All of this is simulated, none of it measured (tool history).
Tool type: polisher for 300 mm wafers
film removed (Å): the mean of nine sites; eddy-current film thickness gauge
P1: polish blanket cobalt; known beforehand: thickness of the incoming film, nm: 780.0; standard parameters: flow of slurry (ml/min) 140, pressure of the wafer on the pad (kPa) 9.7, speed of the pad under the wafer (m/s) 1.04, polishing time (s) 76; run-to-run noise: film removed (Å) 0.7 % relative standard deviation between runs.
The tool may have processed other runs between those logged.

| run | hour | flow of slurry (ml/min) | pressure of the wafer on the pad (kPa) | speed of the pad under the wafer (m/s) | polishing time (s) | wafers polished on this pad | hours since the slurry nozzle was cleaned | hours since the head pressure was calibrated | film removed (Å) |
|---|---|---|---|---|---|---|---|---|---|
| 1 | 6 | 140 | 9.7 | 1.04 | 76 | 349 | 417 | 277.8 | 2250 |
| 2 | 9.6 | 85 | 9.7 | 1.6 | 76 | 378 | 420.6 | 281.4 | 3114.9 |
| 3 | 15.3 | 140 | 9.7 | 1.04 | 36 | 424 | 426.3 | 287.1 | 1081.2 |
| 4 | 20.3 | 140 | 9.7 | 0.52 | 76 | 464 | 431.3 | 292.1 | 1144.8 |
| 5 | 24.9 | 195 | 9.7 | 1.04 | 76 | 501 | 435.9 | 296.7 | 2382.2 |
| 6 | 27.9 | 85 | 9.7 | 1.04 | 76 | 526 | 438.9 | 299.7 | 2030.6 |
| 7 | 32.5 | 140 | 9.7 | 1.04 | 76 | 563 | 443.5 | 304.3 | 2254.8 |
| 8 | 36 | 140 | 9.7 | 1.58 | 76 | 591 | 447 | 307.8 | 3468.8 |
| 9 | 38.8 | 140 | 9.7 | 1.04 | 76 | 614 | 449.8 | 310.6 | 2272.7 |
| 10 | 41.6 | 140 | 4.8 | 1.04 | 76 | 637 | 452.6 | 313.4 | 1150.3 |
| 11 | 46.1 | 140 | 9.7 | 1.04 | 121 | 673 | 457.1 | 317.9 | 3628.6 |
| 12 | 51.3 | 140 | 6.2 | 1.04 | 54 | 715 | 462.3 | 323.1 | 1045.4 |
| 13 | 56.2 | 140 | 9.7 | 1.04 | 76 | 755 | 467.2 | 328 | 2265.7 |
| 14 | 61.1 | 140 | 9.7 | 1.04 | 76 | 794 | 472.1 | 332.9 | 2274.8 |
| 15 | 64.1 | 140 | 15.2 | 1.04 | 76 | 819 | 475.1 | 335.9 | 3576.7 |
| 16 | 66.7 | 140 | 9.7 | 1.04 | 76 | 840 | 477.7 | 338.5 | 2259.9 |
| 17 | 69.7 | 140 | 9.7 | 1.04 | 76 | 864 | 480.7 | 341.5 | 2166.8 |
| 18 | 74.3 | 140 | 9.7 | 1.04 | 76 | 901 | 485.3 | 346.1 | 2082.3 |
|  | 75.7 | head pressure recalibrated |
| 19 | 78.5 | 140 | 9.7 | 1.04 | 76 | 935 | 489.5 | 2.9 | 2064.4 |

What does the tool deliver on the next run?
| 20 | 83.4 | 140 | 9.7 | 1.04 | 76 | 975 | 494.4 | 7.8 | ? |

Run 20 came out at film removed (Å) 2055.1.
